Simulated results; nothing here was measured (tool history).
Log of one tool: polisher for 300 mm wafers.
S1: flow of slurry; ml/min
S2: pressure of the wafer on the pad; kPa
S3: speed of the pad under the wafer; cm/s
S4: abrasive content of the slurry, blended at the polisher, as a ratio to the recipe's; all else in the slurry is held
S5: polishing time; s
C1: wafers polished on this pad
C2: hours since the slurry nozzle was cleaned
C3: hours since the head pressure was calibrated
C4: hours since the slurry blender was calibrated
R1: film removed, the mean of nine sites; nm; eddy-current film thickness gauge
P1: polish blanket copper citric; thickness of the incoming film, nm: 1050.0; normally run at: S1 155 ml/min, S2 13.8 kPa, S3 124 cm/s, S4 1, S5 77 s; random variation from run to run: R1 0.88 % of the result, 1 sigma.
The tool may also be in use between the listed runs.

run  hour   S1    S2   S3    S4   S5    C1     C2     C3     C4      R1
  1   8.8  155  13.8  124     1   77   341  497.5  131.3  245.2  152.53
     12.4  -- slurry nozzle cleaned
  2  16.3  155  13.8  124  0.55   77   415    3.9  138.8  252.7  132.02
  3  23.5  155  13.8   58     1   77   487   11.1    146  259.9  73.175
  4  32.2   95  13.8  124     1   77   573   19.8  154.7  268.6  136.72
  5  37.9  155   8.3  124     1   77   630   25.5  160.4  274.3  91.087
  6  46.9  200  13.8  124     1   77   719   34.5  169.4  283.3  156.34
  7  53.7  155  13.8  174     1   77   787   41.3  176.2  290.1  207.76
  8  60.4  155  21.4  124     1   77   854     48  182.9  296.8  231.17
  9  69.3  155  13.8  124     1  103   942   56.9  191.8  305.7  200.76
 10  77.9  155  13.8  124     1   77  1028   65.5  200.4  314.3   151.3
 11  83.4  155  13.8  124     1   35  1082     71  205.9  319.8  69.004

Forecast run 12:
 12  88.4  155  13.8  124   1  77  1132  76  210.9  324.8   ?

R1: 152.05 nm
